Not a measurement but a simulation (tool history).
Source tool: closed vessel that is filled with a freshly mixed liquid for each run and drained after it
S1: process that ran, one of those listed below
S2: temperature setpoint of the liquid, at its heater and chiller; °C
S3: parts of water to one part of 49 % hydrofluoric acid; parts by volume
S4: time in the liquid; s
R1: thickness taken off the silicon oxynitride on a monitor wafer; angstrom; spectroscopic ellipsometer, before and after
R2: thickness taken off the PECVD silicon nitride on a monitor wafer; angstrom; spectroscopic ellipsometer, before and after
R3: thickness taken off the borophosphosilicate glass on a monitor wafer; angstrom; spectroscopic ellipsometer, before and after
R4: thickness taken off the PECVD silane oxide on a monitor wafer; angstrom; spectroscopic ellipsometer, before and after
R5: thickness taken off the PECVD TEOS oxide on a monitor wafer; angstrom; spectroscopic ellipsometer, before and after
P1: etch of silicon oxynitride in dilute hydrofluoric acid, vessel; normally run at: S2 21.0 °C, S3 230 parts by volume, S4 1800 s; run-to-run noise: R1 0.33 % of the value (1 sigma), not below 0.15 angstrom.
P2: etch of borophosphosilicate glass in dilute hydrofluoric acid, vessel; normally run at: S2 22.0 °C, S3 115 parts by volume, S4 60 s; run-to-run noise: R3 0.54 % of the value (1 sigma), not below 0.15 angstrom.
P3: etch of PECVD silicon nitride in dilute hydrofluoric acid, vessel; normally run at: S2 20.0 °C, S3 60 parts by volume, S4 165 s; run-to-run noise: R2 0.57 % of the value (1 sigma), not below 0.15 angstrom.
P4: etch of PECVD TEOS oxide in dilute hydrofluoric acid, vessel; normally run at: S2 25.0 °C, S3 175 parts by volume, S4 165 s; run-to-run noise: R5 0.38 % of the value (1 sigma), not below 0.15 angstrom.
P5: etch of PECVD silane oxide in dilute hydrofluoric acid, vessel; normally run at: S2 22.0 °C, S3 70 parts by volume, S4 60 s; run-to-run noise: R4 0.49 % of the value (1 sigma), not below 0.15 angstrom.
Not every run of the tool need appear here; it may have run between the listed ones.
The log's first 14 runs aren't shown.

Run 15, hour 184.3: S1 P1, S2 21.0 °C, S3 230 parts by volume, S4 1800 s. Result: R1 89.812 angstrom.
Run 16, hour 200.1: S1 P4, S2 25.0 °C, S3 70 parts by volume, S4 165 s. Result: R5 275.120 angstrom.
Run 17, hour 216.6: S1 P5, S2 22.0 °C, S3 70 parts by volume, S4 30 s. Result: R4 199.30 angstrom.
Run 18, hour 229.1: S1 P1, S2 21.0 °C, S3 65 parts by volume, S4 1800 s. Result: R1 357.880 angstrom.
Run 19, hour 243.3: S1 P4, S2 25.0 °C, S3 175 parts by volume, S4 165 s. Result: R5 96.885 angstrom.
Run 20, hour 256.4: S1 P2, S2 22.0 °C, S3 115 parts by volume, S4 60 s. Result: R3 249.37 angstrom.
Run 21, hour 269.3: S1 P4, S2 25.0 °C, S3 175 parts by volume, S4 295 s. Result: R5 172.750 angstrom.
Run 22, hour 279.6: S1 P4, S2 25.0 °C, S3 175 parts by volume, S4 165 s. Result: R5 96.809 angstrom.
Run 23, hour 293.9: S1 P1, S2 21.0 °C, S3 230 parts by volume, S4 1800 s. Result: R1 90.635 angstrom.
Run 24, hour 303.3: S1 P1, S2 21.0 °C, S3 230 parts by volume, S4 1800 s. Result: R1 90.098 angstrom.
Run 25, hour 318.1: S1 P5, S2 17.0 °C, S3 70 parts by volume, S4 60 s. Result: R4 320.75 angstrom.
Run 26, hour 327.0: S1 P1, S2 21.0 °C, S3 230 parts by volume, S4 1800 s. Result: R1 90.683 angstrom.
Run 27, hour 336.7: S1 P3, S2 20.0 °C, S3 20 parts by volume, S4 165 s. Result: R2 259.750 angstrom.
Run 28, hour 348.4: S1 P1, S2 21.0 °C, S3 230 parts by volume, S4 210 s. Result: R1 10.562 angstrom.
Run 29, hour 364.9: S1 P5, S2 22.0 °C, S3 70 parts by volume, S4 60 s. Result: R4 395.29 angstrom.
Run 30, hour 374.5: S1 P2, S2 22.0 °C, S3 115 parts by volume, S4 115 s. Result: R3 476.11 angstrom.
Run 31, hour 387.1: S1 P3, S2 17.0 °C, S3 60 parts by volume, S4 165 s. Result: R2 72.936 angstrom.
Run 32, hour 401.4: S1 P5, S2 22.0 °C, S3 20 parts by volume, S4 60 s. Result: R4 1484.10 angstrom.
Run 33, hour 410.2: S1 P1, S2 21.0 °C, S3 230 parts by volume, S4 1800 s. Result: R1 90.637 angstrom.

For run 34, what comes out?
Run 34, hour 421.1: S1 P1, S2 21.0 °C, S3 230 parts by volume, S4 1800 s. Result: R1 ?.

R1: 86.518 angstrom

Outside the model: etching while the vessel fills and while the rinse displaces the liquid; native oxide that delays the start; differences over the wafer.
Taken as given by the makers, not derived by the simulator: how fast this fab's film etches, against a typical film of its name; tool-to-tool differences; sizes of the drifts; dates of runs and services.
